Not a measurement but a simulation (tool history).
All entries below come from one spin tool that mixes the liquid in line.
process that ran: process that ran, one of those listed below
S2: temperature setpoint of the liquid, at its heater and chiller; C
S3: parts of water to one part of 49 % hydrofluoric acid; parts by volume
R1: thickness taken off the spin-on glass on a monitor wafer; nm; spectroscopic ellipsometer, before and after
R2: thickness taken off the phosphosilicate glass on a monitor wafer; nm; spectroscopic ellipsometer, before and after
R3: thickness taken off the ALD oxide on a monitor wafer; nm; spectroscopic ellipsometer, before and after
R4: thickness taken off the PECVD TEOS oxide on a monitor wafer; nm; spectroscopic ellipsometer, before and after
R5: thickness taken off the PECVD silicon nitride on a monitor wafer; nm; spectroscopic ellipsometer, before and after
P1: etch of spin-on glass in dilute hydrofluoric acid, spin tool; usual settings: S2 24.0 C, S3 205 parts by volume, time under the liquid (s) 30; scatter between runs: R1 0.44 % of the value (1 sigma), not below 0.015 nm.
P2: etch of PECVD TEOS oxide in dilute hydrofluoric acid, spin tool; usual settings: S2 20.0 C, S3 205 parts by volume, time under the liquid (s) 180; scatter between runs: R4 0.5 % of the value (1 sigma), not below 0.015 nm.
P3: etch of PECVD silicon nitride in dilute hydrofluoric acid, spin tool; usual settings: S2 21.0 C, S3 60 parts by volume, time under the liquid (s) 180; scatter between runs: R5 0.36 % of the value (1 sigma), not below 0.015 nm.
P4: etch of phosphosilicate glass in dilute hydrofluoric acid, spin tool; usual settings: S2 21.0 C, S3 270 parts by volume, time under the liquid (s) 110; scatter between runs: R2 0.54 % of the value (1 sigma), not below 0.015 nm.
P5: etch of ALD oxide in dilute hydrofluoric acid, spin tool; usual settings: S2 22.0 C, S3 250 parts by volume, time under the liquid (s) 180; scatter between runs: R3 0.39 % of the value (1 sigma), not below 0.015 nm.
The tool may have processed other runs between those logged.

Run 1, hour 14.2: process that ran P1, S2 24.0 C, S3 205 parts by volume, time under the liquid (s) 30. Result: R1 5.6821 nm.
Run 2, hour 27.6: process that ran P4, S2 21.0 C, S3 270 parts by volume, time under the liquid (s) 35. Result: R2 7.3297 nm.
Run 3, hour 39.3: process that ran P1, S2 24.0 C, S3 205 parts by volume, time under the liquid (s) 30. Result: R1 5.6819 nm.
Run 4, hour 55.5: process that ran P5, S2 22.0 C, S3 250 parts by volume, time under the liquid (s) 30. Result: R3 3.1255 nm.
Run 5, hour 74.4: process that ran P2, S2 20.0 C, S3 290 parts by volume, time under the liquid (s) 180. Result: R4 9.5566 nm.
Run 6, hour 92.0: process that ran P3, S2 17.0 C, S3 60 parts by volume, time under the liquid (s) 180. Result: R5 4.1393 nm.
Run 7, hour 102.7: process that ran P3, S2 21.0 C, S3 60 parts by volume, time under the liquid (s) 180. Result: R5 5.4804 nm.
Run 8, hour 117.1: process that ran P1, S2 21.0 C, S3 285 parts by volume, time under the liquid (s) 30. Result: R1 3.3621 nm.
Run 9, hour 135.1: process that ran P1, S2 24.0 C, S3 205 parts by volume, time under the liquid (s) 15. Result: R1 2.8586 nm.
Run 10, hour 148.9: process that ran P1, S2 20.5 C, S3 205 parts by volume, time under the liquid (s) 30. Result: R1 4.9808 nm.
Run 11, hour 166.2: process that ran P4, S2 21.0 C, S3 410 parts by volume, time under the liquid (s) 110. Result: R2 13.4530 nm.
Run 12, hour 177.5: process that ran P2, S2 20.0 C, S3 205 parts by volume, time under the liquid (s) 300. Result: R4 24.5600 nm.
Run 13, hour 196.7: process that ran P5, S2 22.0 C, S3 250 parts by volume, time under the liquid (s) 180. Result: R3 18.8000 nm.
Run 14, hour 212.4: process that ran P3, S2 21.0 C, S3 60 parts by volume, time under the liquid (s) 55. Result: R5 1.6931 nm.
Run 15, hour 229.3: process that ran P1, S2 32.5 C, S3 205 parts by volume, time under the liquid (s) 30. Result: R1 7.6555 nm.
Run 16, hour 247.0: process that ran P1, S2 24.0 C, S3 205 parts by volume, time under the liquid (s) 30. Result: R1 5.6971 nm.
Run 17, hour 265.9: process that ran P2, S2 17.0 C, S3 205 parts by volume, time under the liquid (s) 180. Result: R4 13.0590 nm.
Run 18, hour 281.0: process that ran P5, S2 28.5 C, S3 250 parts by volume, time under the liquid (s) 180. Result: R3 23.5800 nm.
Run 19, hour 291.3: process that ran P1, S2 24.0 C, S3 325 parts by volume, time under the liquid (s) 60. Result: R1 6.3860 nm.
Run 20, hour 301.0: process that ran P1, S2 24.0 C, S3 205 parts by volume, time under the liquid (s) 30. Result: R1 5.6768 nm.
Run 21, hour 311.0: process that ran P4, S2 28.0 C, S3 270 parts by volume, time under the liquid (s) 110. Result: R2 29.5400 nm.
Run 22, hour 321.0: process that ran P1, S2 24.0 C, S3 205 parts by volume, time under the liquid (s) 30. Result: R1 5.7033 nm.
Run 23, hour 340.1: process that ran P1, S2 24.0 C, S3 205 parts by volume, time under the liquid (s) 55. Result: R1 10.4540 nm.
Run 24, hour 349.3: process that ran P1, S2 24.0 C, S3 285 parts by volume, time under the liquid (s) 30. Result: R1 3.8038 nm.
Run 25, hour 366.7: process that ran P1, S2 24.0 C, S3 125 parts by volume, time under the liquid (s) 30. Result: R1 10.2040 nm.
Run 26, hour 380.1: process that ran P4, S2 21.0 C, S3 270 parts by volume, time under the liquid (s) 110. Result: R2 23.2930 nm.
At hour 382.4: hydrofluoric acid flow meter replaced.
Run 27, hour 396.6: process that ran P1, S2 24.0 C, S3 205 parts by volume, time under the liquid (s) 30. Result: R1 5.6327 nm.
Run 28, hour 415.2: process that ran P5, S2 22.0 C, S3 155 parts by volume, time under the liquid (s) 180. Result: R3 33.3950 nm.
Run 29, hour 431.2: process that ran P3, S2 21.0 C, S3 30 parts by volume, time under the liquid (s) 180. Result: R5 10.7690 nm.
Run 30, hour 443.3: process that ran P4, S2 21.0 C, S3 270 parts by volume, time under the liquid (s) 110. Result: R2 23.0770 nm.
Run 31, hour 458.4: process that ran P1, S2 31.5 C, S3 205 parts by volume, time under the liquid (s) 60. Result: R1 14.8460 nm.
Run 32, hour 467.9: process that ran P2, S2 20.0 C, S3 205 parts by volume, time under the liquid (s) 180. Result: R4 14.6770 nm.
Run 33, hour 478.9: process that ran P1, S2 24.0 C, S3 205 parts by volume, time under the liquid (s) 30. Result: R1 5.7101 nm.
Run 34, hour 491.1: process that ran P1, S2 24.0 C, S3 205 parts by volume, time under the liquid (s) 30. Result: R1 5.7136 nm.
Run 35, hour 508.9: process that ran P1, S2 24.0 C, S3 205 parts by volume, time under the liquid (s) 30. Result: R1 5.8822 nm.
Run 36, hour 526.9: process that ran P1, S2 24.0 C, S3 205 parts by volume, time under the liquid (s) 30. Result: R1 5.9571 nm.
Run 37, hour 535.5: process that ran P1, S2 24.0 C, S3 205 parts by volume, time under the liquid (s) 30. Result: R1 5.9693 nm.
Run 38, hour 548.7: process that ran P1, S2 24.0 C, S3 205 parts by volume, time under the liquid (s) 30. Result: R1 6.0435 nm.
Run 39, hour 565.8: process that ran P1, S2 24.0 C, S3 205 parts by volume, time under the liquid (s) 30. Result: R1 6.0295 nm.
Run 40, hour 575.4: process that ran P1, S2 24.0 C, S3 205 parts by volume, time under the liquid (s) 30. Result: R1 6.0451 nm.
Run 41, hour 591.6: process that ran P1, S2 24.0 C, S3 205 parts by volume, time under the liquid (s) 30. Result: R1 6.0294 nm.
Run 42, hour 600.9: process that ran P1, S2 24.0 C, S3 205 parts by volume, time under the liquid (s) 30. Result: R1 6.1625 nm.
Run 43, hour 611.8: process that ran P1, S2 24.0 C, S3 205 parts by volume, time under the liquid (s) 30. Result: R1 6.0841 nm.
Run 44, hour 623.2: process that ran P1, S2 24.0 C, S3 205 parts by volume, time under the liquid (s) 30. Result: R1 6.0960 nm.
Run 45, hour 636.3: process that ran P1, S2 24.0 C, S3 205 parts by volume, time under the liquid (s) 30. Result: R1 6.0979 nm.

Compared with where it was, what P1 gives has crept away. Each cause listed below fits the log as well as the rest, at the size given for it:
A: liquid hotter than its thermometer reads (K) = 1.86
B: hydrofluoric acid flow above the setpoint (%) = 5.74
The creep began at about hour 491.1.

The check runs listed below each take one wafer, and their results are still question marks. Under which run would the listed causes lead to clearly different results?
Run check 1, hour 649.4: process that ran P5, S2 22.0 C, S3 250 parts by volume, time under the liquid (s) 180. Result: R3 ?.
Run check 2, hour 649.4: process that ran P3, S2 21.0 C, S3 60 parts by volume, time under the liquid (s) 180. Result: R5 ?.
Run check 3, hour 649.4: process that ran P4, S2 21.0 C, S3 270 parts by volume, time under the liquid (s) 110. Result: R2 ?.
Run check 4, hour 649.4: process that ran P2, S2 20.0 C, S3 205 parts by volume, time under the liquid (s) 180. Result: R4 ?.

What every check run would give for each of its results, assuming each possible cause in turn:
  check  result     if A     if B
check 1      R3  20.0460  20.0800
check 2      R5   6.2416   5.8062
check 3      R2  24.6950  24.7490
check 4      R4  15.7420  15.6770
Gap, in per cent, between the two causes that each check separates least, read from the result that separates them most: check 1 0.17 %; check 2 7.23 %; check 3 0.22 %; check 4 0.41 %
Check 2 tells the causes apart: in the others they would give nearly the same result.

Check 2 has now been run. It gave: R5 6.2433 nm. Which of the candidate causes is it?

A is the cause: liquid hotter than its thermometer reads (K).
